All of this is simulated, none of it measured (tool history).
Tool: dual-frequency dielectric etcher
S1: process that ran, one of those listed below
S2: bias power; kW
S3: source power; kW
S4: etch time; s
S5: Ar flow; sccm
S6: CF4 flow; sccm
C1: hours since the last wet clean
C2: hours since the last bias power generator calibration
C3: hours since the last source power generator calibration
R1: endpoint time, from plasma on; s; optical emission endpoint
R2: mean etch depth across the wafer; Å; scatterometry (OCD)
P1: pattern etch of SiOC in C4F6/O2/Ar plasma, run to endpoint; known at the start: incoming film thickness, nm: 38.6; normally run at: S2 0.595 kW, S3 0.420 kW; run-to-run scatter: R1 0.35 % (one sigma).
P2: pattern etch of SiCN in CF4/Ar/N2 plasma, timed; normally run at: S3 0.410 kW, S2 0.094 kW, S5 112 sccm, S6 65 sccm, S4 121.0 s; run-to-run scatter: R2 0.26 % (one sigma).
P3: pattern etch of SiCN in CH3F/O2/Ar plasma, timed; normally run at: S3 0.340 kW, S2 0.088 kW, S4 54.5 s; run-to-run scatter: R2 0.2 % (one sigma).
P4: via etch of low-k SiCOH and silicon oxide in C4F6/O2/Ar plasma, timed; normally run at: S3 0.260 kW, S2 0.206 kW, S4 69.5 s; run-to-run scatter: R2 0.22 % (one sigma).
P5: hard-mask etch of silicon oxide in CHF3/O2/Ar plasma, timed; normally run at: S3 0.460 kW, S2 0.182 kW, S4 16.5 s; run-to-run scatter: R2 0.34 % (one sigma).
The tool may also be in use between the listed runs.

run   hour  S1     S2     S3     S4   S5  S6     C1     C2      C3      R1       R2
  1    9.6  P1  0.595  0.420                   89.9  470.6  2787.2  11.880
  2   14.6  P4  0.206  0.260   54.0            94.9  475.6  2792.2          1213.80
  3   21.8  P2  0.094  0.410  121.0  112  65  102.1  482.8  2799.4          1020.20
  4   31.1  P2  0.094  0.410  121.0  133  65  111.4  492.1  2808.7           993.66
  5   36.6  P1  0.595  0.420                  116.9  497.6  2814.2  11.781
  6   44.2  P4  0.206  0.260   69.5           124.5  505.2  2821.8          1570.80
  7   53.9  P1  0.595  0.420                  134.2  514.9  2831.5  11.820
  8   63.6  P1  0.768  0.420                  143.9  524.6  2841.2  10.719
  9   70.2  P3  0.088  0.340   54.5           150.5  531.2  2847.8           206.87
 10   77.6  P2  0.094  0.270  121.0  112  65  157.9  538.6  2855.2           711.92
 11   86.3  P3  0.066  0.340   54.5           166.6  547.3  2863.9           185.92
 12   95.6  P1  0.595  0.420                  175.9  556.6  2873.2  11.872
 13  100.4  P5  0.182  0.460   21.0           180.7  561.4  2878.0           368.39
 14  106.5  P1  0.595  0.570                  186.8  567.5  2884.1  10.562
 15  115.0  P5  0.182  0.300   16.5           195.3  576.0  2892.6           247.98
 16  120.9  P4  0.261  0.260   69.5           201.2  581.9  2898.5          1699.60
 17  125.2  P1  0.379  0.420                  205.5  586.2  2902.8  14.038
 18  134.0  P5  0.127  0.460   16.5           214.3  595.0  2911.6           258.76
 19  143.4  P4  0.206  0.260   69.5           223.7  604.4  2921.0          1567.90
 20  152.2  P3  0.088  0.340   32.0           232.5  613.2  2929.8           121.46
 21  161.1  P1  0.595  0.420                  241.4  622.1  2938.7  11.911
 22  170.5  P2  0.126  0.410  121.0  112  65  250.8  631.5  2948.1          1133.60
 23  178.1  P1  0.758  0.320                  258.4  639.1  2955.7  11.858
 24  185.0  P4  0.206  0.320   69.5           265.3  646.0  2962.6          1700.90
 25  192.4  P3  0.088  0.460   54.5           272.7  653.4  2970.0           230.54
 26  200.9  P1  0.595  0.290                  281.2  661.9  2978.5  13.487
     205.7  -- bias power generator calibrated
 27  210.0  P5  0.182  0.460   16.5           290.3    4.3  2987.6           291.89
 28  218.1  P2  0.094  0.410  121.0  112  87  298.4   12.4  2995.7          1059.20
 29  223.2  P2  0.094  0.410  152.5  112  65  303.5   17.5  3000.8          1287.90
 30  231.6  P1  0.595  0.420                  311.9   25.9  3009.2  11.897
 31  237.6  P1  0.595  0.420                  317.9   31.9  3015.2  11.960
 32  242.6  P1  0.595  0.420                  322.9   36.9  3020.2  11.918
 33  248.8  P1  0.595  0.420                  329.1   43.1  3026.4  12.000
 34  257.5  P1  0.595  0.420                  337.8   51.8  3035.1  12.022
 35  264.6  P1  0.595  0.420                  344.9   58.9  3042.2  12.118
     273.6  -- wet clean of the chamber
 36  273.9  P1  0.595  0.420                    0.3   68.2  3051.5  12.064

Forecast run 37:
 37  283.5  P1  0.595  0.420              9.9  77.8  3061.1   ?

R1: 12.005 s
